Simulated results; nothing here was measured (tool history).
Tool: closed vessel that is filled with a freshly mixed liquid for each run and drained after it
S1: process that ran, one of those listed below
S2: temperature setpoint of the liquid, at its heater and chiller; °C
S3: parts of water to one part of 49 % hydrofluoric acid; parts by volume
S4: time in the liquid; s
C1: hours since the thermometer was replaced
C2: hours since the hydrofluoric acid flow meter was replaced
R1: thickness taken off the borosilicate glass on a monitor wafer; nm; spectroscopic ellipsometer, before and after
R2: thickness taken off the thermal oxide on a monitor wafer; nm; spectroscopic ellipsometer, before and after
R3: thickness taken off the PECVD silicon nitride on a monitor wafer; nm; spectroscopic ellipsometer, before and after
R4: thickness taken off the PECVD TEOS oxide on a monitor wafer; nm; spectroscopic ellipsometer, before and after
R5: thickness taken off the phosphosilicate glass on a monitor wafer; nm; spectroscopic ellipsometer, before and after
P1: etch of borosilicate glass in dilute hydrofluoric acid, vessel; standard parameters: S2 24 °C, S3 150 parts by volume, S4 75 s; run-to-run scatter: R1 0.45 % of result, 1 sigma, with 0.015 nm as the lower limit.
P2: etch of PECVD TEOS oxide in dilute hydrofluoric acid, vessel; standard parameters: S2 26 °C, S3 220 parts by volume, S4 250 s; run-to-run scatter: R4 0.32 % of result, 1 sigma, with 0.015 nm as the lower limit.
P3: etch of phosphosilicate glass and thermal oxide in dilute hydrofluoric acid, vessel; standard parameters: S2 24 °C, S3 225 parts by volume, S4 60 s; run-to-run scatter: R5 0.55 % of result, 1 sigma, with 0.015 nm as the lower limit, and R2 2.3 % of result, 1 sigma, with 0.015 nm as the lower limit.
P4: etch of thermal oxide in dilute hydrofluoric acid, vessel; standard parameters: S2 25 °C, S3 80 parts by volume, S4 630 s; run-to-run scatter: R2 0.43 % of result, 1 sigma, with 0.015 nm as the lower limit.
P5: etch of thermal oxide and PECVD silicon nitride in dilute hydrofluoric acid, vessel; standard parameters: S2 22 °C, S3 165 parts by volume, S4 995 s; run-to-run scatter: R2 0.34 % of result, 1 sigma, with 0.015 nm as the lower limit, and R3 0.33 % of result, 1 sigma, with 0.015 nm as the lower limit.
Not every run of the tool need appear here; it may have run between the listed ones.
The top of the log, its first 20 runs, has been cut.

run 21 hour=96.1 | S1=P2 S2=26 S3=220 S4=250 | C1=22.8 C2=405.7 | R4=15.149
run 22 hour=102.3 | S1=P3 S2=24 S3=225 S4=60 | C1=29 C2=411.9 | R2=1.1059 R5=23.646
run 23 hour=106.5 | S1=P1 S2=24 S3=215 S4=125 | C1=33.2 C2=416.1 | R1=23.076
run 24 hour=112.8 | S1=P1 S2=24 S3=85 S4=75 | C1=39.5 C2=422.4 | R1=40.717
-- hour=113.8 hydrofluoric acid flow meter replaced
run 25 hour=117.5 | S1=P3 S2=24 S3=225 S4=35 | C1=44.2 C2=3.8 | R2=0.61669 R5=13.826
run 26 hour=120.9 | S1=P4 S2=25 S3=80 S4=630 | C1=47.6 C2=7.2 | R2=40.675
run 27 hour=125 | S1=P3 S2=24 S3=100 S4=60 | C1=51.7 C2=11.3 | R2=2.8798 R5=61.674
run 28 hour=128.4 | S1=P1 S2=24 S3=150 S4=75 | C1=55.1 C2=14.7 | R1=21.468
run 29 hour=133.9 | S1=P5 S2=22 S3=165 S4=435 | C1=60.6 C2=20.2 | R2=11.333 R3=11.045
run 30 hour=137.7 | S1=P4 S2=20 S3=80 S4=630 | C1=64.4 C2=24 | R2=32.98
run 31 hour=143.2 | S1=P2 S2=30.5 S3=220 S4=250 | C1=69.9 C2=29.5 | R4=17.785
run 32 hour=148.7 | S1=P5 S2=22 S3=165 S4=995 | C1=75.4 C2=35 | R2=26.049 R3=25.319
run 33 hour=153.5 | S1=P1 S2=24 S3=150 S4=75 | C1=80.2 C2=39.8 | R1=21.615

Run 34 has not been measured yet. What should we expect?
run 34 hour=156.7 | S1=P1 S2=24 S3=150 S4=75 | C1=83.4 C2=43 | R1=?

R1: 21.944 nm
